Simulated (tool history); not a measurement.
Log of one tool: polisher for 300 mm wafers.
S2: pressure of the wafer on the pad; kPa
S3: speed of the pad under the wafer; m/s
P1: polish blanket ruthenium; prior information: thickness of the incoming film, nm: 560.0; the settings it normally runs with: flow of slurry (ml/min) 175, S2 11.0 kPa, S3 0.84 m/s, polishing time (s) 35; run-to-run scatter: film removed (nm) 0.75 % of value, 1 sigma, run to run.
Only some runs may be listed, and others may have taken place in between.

{"run": 1, "hour": 12.9, "flow of slurry (ml/min)": 175, "S2": 11.0, "S3": 0.84, "polishing time (s)": 35, "film removed (nm)": 28.841}
{"run": 2, "hour": 25.8, "flow of slurry (ml/min)": 175, "S2": 11.0, "S3": 0.84, "polishing time (s)": 49, "film removed (nm)": 39.843}
{"run": 3, "hour": 36.8, "flow of slurry (ml/min)": 175, "S2": 11.0, "S3": 0.84, "polishing time (s)": 35, "film removed (nm)": 28.849}
{"run": 4, "hour": 50.7, "flow of slurry (ml/min)": 105, "S2": 11.0, "S3": 0.84, "polishing time (s)": 35, "film removed (nm)": 26.027}
{"run": 5, "hour": 58.8, "flow of slurry (ml/min)": 175, "S2": 7.6, "S3": 0.84, "polishing time (s)": 35, "film removed (nm)": 19.693}
{"run": 6, "hour": 73.8, "flow of slurry (ml/min)": 175, "S2": 11.0, "S3": 1.08, "polishing time (s)": 35, "film removed (nm)": 36.456}
{"run": 7, "hour": 85.4, "flow of slurry (ml/min)": 235, "S2": 11.0, "S3": 0.84, "polishing time (s)": 35, "film removed (nm)": 29.41}
{"run": 8, "hour": 95.3, "flow of slurry (ml/min)": 175, "S2": 11.0, "S3": 0.4, "polishing time (s)": 35, "film removed (nm)": 13.606}
{"run": 9, "hour": 107.9, "flow of slurry (ml/min)": 175, "S2": 11.0, "S3": 0.84, "polishing time (s)": 35, "film removed (nm)": 28.492}
{"run": 10, "hour": 121.3, "flow of slurry (ml/min)": 175, "S2": 11.0, "S3": 0.84, "polishing time (s)": 20, "film removed (nm)": 16.219}
{"run": 11, "hour": 131.4, "flow of slurry (ml/min)": 175, "S2": 11.0, "S3": 0.84, "polishing time (s)": 35, "film removed (nm)": 28.891}
{"run": 12, "hour": 141.9, "flow of slurry (ml/min)": 175, "S2": 11.0, "S3": 0.84, "polishing time (s)": 35, "film removed (nm)": 28.805}
{"run": 13, "hour": 150.5, "flow of slurry (ml/min)": 235, "S2": 11.0, "S3": 0.46, "polishing time (s)": 35, "film removed (nm)": 16.39}
{"run": 14, "hour": 160.4, "flow of slurry (ml/min)": 175, "S2": 17.2, "S3": 0.84, "polishing time (s)": 35, "film removed (nm)": 44.26}
{"run": 15, "hour": 174.4, "flow of slurry (ml/min)": 175, "S2": 11.0, "S3": 0.84, "polishing time (s)": 35, "film removed (nm)": 28.726}
{"run": 16, "hour": 187.2, "flow of slurry (ml/min)": 175, "S2": 11.0, "S3": 0.84, "polishing time (s)": 35, "film removed (nm)": 27.673}
{"run": 17, "hour": 199.3, "flow of slurry (ml/min)": 175, "S2": 11.0, "S3": 0.84, "polishing time (s)": 35, "film removed (nm)": 27.225}
{"hour": 201.2, "done": "head pressure recalibrated"}
{"run": 18, "hour": 208.8, "flow of slurry (ml/min)": 175, "S2": 11.0, "S3": 0.84, "polishing time (s)": 35, "film removed (nm)": 27.159}
{"run": 19, "hour": 224.1, "flow of slurry (ml/min)": 175, "S2": 11.0, "S3": 0.84, "polishing time (s)": 35, "film removed (nm)": 27.156}

Run 20, settings as shown, results not yet in. Your forecast:
{"run": 20, "hour": 235.0, "flow of slurry (ml/min)": 175, "S2": 11.0, "S3": 0.84, "polishing time (s)": 35, "film removed (nm)": "?"}

{"run 20": {"film removed (nm)": 26.962}}

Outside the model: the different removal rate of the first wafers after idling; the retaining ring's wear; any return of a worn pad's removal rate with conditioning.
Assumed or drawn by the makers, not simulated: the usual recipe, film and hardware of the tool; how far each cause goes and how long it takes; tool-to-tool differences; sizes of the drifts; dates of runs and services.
